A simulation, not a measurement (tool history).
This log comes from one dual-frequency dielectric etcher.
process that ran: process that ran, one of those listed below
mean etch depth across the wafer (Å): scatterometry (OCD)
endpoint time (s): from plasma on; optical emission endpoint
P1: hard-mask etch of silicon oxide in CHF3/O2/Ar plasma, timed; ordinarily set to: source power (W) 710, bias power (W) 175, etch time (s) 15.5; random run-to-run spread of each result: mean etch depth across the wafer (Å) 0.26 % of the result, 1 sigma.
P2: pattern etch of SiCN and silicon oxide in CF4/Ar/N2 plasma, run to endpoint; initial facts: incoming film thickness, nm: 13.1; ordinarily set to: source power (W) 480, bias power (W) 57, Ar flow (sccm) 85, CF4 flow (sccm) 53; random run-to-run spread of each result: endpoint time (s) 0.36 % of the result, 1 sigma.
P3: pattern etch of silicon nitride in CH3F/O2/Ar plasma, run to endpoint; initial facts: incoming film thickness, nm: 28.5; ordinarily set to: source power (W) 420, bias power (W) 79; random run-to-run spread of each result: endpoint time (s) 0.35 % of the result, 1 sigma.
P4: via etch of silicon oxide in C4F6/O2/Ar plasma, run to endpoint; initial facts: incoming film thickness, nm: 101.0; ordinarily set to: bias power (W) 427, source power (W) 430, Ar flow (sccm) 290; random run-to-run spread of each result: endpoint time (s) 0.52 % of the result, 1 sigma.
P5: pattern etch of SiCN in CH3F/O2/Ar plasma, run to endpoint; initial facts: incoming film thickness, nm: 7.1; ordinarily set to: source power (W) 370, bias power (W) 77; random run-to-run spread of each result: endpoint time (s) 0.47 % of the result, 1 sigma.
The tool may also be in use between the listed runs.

run	hour	process that ran	source power (W)	bias power (W)	etch time (s)	Ar flow (sccm)	CF4 flow (sccm)	mean etch depth across the wafer (Å)	endpoint time (s)
1	11.2	P1	710	175	15.5			327.31	
2	24.4	P2	480	57		68	53		15.787
3	31.5	P3	280	79					45.170
4	43.9	P1	710	175	15.5			327.53	
5	51.6	P1	500	175	15.5			288.05	
6	60.6	P4	430	427		196			21.810
7	72.6	P3	420	79					39.182
8	85.7	P2	480	57		85	53		16.313
9	97.3	P2	650	57		85	53		12.482
10	103.8	P2	480	57		85	72		15.651
11	117.4	P1	430	141	15.5			251.60	
12	124.9	P3	420	110					34.659
13	134.6	P4	430	310		290			25.723
14	142.6	P1	710	175	21.5			455.34	
15	152.7	P4	430	427		290			22.614
16	166.5	P1	710	175	15.5			327.71	
17	179.4	P1	710	175	15.5			329.10	
18	191.0	P1	930	175	15.5			362.84	
19	202.2	P5	520	77					16.657
20	211.0	P2	480	35		85	53		18.962
21	217.8	P4	570	427		290			20.387
22	231.8	P1	710	112	15.5			284.46	
23	244.4	P1	710	175	15.5			326.74	
24	253.1	P1	710	175	15.5			327.86	
25	261.4	P3	420	79					39.349
26	275.6	P5	370	77					18.840
27	287.9	P1	710	175	11.5			242.29	
28	299.3	P1	710	228	15.5			357.12	
29	307.3	P5	370	47					22.324
30	320.4	P1	710	175	15.5			328.53	
31	328.2	P1	710	175	15.5			327.94	
32	336.1	P1	710	175	15.5			330.59	
33	348.0	P1	710	175	15.5			331.34	
34	355.7	P1	710	175	15.5			331.78	
35	362.3	P1	710	175	15.5			330.87	
# hour 363.8: wet clean of the chamber
36	375.8	P1	710	175	15.5			331.53	
37	384.1	P1	710	175	15.5			333.29	
38	393.7	P1	710	175	15.5			331.55	
39	404.0	P1	710	175	15.5			333.97	

Compared with where it was, what P1 gives has crept away. Each cause listed below fits the log as well as the rest, at the size given for it:
A: bias power that arrives over what is set, % = 4.45
B: source power that arrives over what is set, % = 3.82
At approximately hour 320.4, the process output began to creep.
Excluded causes, each with its reason:
chamber walls in a state that raises the etch rate, %: work on it at hour 363.8, done after the drift set in, did not restore what the process gave before

Below are 4 check runs, each averaged over 2 wafers, with their results shown as question marks. Which of them would give clearly different results depending on which cause is behind the drift?
check 1	414.3	P2	480	41		85	72		?
check 2	414.3	P4	430	321		204			?
check 3	414.3	P5	490	58					?
check 4	414.3	P3	330	79					?

Expected result of each check under each candidate cause:
check	result	if A	if B
check 1	endpoint time (s)	16.962	16.602
check 2	endpoint time (s)	23.774	23.799
check 3	endpoint time (s)	18.438	18.439
check 4	endpoint time (s)	42.087	42.147
Distance between the nearest two causes, measured in the result of the check that separates them most: check 1 2.15 %; check 2 0.1 %; check 3 0.01 %; check 4 0.14 %
Only in check 1 would the causes give clearly different results; in the remaining checks their results would be nearly the same.

Then check 1 was run and gave: endpoint time (s) 16.608. Which cause is it?

B is the cause: source power that arrives over what is set, %.

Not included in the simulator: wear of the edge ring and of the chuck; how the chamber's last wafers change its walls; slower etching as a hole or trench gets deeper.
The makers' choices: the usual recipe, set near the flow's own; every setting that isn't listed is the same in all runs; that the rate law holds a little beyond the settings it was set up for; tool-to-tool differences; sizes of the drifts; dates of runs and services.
